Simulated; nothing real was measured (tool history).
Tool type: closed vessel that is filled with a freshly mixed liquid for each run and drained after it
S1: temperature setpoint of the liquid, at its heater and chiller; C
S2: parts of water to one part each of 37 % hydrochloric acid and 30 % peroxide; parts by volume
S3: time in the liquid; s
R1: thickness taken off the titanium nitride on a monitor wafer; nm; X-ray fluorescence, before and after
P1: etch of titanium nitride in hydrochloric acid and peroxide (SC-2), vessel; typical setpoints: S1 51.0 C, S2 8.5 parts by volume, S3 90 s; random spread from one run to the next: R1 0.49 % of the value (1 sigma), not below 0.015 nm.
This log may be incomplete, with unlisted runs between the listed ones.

run  hour    S1    S2   S3       R1
  1   4.9  51.0   8.5   90   4.2005
  2  11.1  51.0   4.0   90   7.3665
  3  15.1  51.0   8.5   30   1.4107
  4  18.7  51.0   8.5   90   4.2568
  5  22.0  51.0   8.5  150   7.0695
  6  27.8  51.0   8.5   90   4.2498
  7  31.5  39.0   8.5   90   1.8671
  8  37.7  51.0   8.5   90   4.2616
  9  44.1  65.5   8.5   90  10.5770
 10  47.0  51.0  15.0   90   2.6156
 11  52.0  59.5   8.5  140  11.4260
 12  58.1  51.0   8.5   90   4.2666
 13  61.9  51.0   8.5   90   4.2314
 14  66.1  51.0   8.5   90   4.2617
 15  69.5  51.0   8.5   90   4.0681
 16  72.9  51.0   8.5   90   3.9588

Run 17, settings as shown, results not yet in. Your forecast:
 17  77.6  51.0  8.5  90   ?

R1: 3.9250 nm
